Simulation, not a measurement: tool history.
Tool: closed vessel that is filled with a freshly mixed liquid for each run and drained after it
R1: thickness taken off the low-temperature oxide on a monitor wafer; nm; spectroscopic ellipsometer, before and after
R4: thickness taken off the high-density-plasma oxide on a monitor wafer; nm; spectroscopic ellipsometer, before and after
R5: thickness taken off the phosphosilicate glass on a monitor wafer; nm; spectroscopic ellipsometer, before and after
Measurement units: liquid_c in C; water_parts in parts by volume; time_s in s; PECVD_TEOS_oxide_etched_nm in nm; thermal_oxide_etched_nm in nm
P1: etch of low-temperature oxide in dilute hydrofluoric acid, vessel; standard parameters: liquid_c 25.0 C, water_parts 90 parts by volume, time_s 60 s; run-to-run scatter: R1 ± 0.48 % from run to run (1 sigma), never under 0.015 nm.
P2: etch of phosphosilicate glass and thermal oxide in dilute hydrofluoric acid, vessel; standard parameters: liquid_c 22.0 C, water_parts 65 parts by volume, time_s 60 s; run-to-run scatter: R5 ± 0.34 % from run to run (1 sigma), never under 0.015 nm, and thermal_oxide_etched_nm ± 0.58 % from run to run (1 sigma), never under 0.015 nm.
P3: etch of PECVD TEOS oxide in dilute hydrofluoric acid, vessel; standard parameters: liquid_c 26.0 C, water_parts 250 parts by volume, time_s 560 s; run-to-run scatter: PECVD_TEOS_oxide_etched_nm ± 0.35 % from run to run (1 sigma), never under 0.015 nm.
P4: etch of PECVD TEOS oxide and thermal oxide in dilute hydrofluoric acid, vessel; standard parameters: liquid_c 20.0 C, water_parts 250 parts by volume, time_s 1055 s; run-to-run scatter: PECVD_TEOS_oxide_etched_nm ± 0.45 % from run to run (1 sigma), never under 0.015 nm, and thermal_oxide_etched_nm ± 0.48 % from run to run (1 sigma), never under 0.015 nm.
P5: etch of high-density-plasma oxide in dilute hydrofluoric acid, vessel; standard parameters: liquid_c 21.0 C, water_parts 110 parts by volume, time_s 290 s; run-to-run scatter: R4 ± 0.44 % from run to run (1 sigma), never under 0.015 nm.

run 1 day=0.304 | process=P1 liquid_c=25.0 water_parts=90 time_s=60 | R1=20.887
run 2 day=0.612 | process=P4 liquid_c=20.0 water_parts=250 time_s=1855 | PECVD_TEOS_oxide_etched_nm=45.888 thermal_oxide_etched_nm=26.0800
run 3 day=0.942 | process=P3 liquid_c=18.5 water_parts=250 time_s=560 | PECVD_TEOS_oxide_etched_nm=43.122
run 4 day=1.404 | process=P5 liquid_c=21.0 water_parts=35 time_s=290 | R4=42.860
run 5 day=1.808 | process=P5 liquid_c=21.0 water_parts=110 time_s=565 | R4=24.331
run 6 day=2.271 | process=P1 liquid_c=25.0 water_parts=155 time_s=60 | R1=11.240
run 7 day=2.617 | process=P5 liquid_c=27.0 water_parts=110 time_s=290 | R4=15.838
run 8 day=2.838 | process=P4 liquid_c=20.0 water_parts=250 time_s=1055 | PECVD_TEOS_oxide_etched_nm=26.210 thermal_oxide_etched_nm=14.7990
run 9 day=3.238 | process=P3 liquid_c=26.0 water_parts=250 time_s=560 | PECVD_TEOS_oxide_etched_nm=57.155
run 10 day=3.471 | process=P3 liquid_c=26.0 water_parts=250 time_s=560 | PECVD_TEOS_oxide_etched_nm=57.306
run 11 day=3.858 | process=P1 liquid_c=25.0 water_parts=90 time_s=105 | R1=35.968
run 12 day=4.200 | process=P5 liquid_c=21.0 water_parts=110 time_s=290 | R4=12.475
run 13 day=4.446 | process=P1 liquid_c=17.5 water_parts=90 time_s=60 | R1=15.367
run 14 day=4.896 | process=P2 liquid_c=29.5 water_parts=65 time_s=60 | thermal_oxide_etched_nm=5.8476 R5=70.728
run 15 day=5.367 | process=P2 liquid_c=22.0 water_parts=65 time_s=60 | thermal_oxide_etched_nm=4.3198 R5=51.964
run 16 day=5.646 | process=P1 liquid_c=25.0 water_parts=20 time_s=60 | R1=102.890
run 17 day=6.088 | process=P1 liquid_c=25.0 water_parts=90 time_s=60 | R1=20.849
run 18 day=6.433 | process=P1 liquid_c=25.0 water_parts=90 time_s=60 | R1=20.796
run 19 day=6.700 | process=P3 liquid_c=26.0 water_parts=250 time_s=235 | PECVD_TEOS_oxide_etched_nm=23.831

What will run 20 give?
run 20 day=6.962 | process=P4 liquid_c=20.0 water_parts=450 time_s=1055 | PECVD_TEOS_oxide_etched_nm=? thermal_oxide_etched_nm=?

{"run 20": {"PECVD_TEOS_oxide_etched_nm": 12.272, "thermal_oxide_etched_nm": 6.8722}}
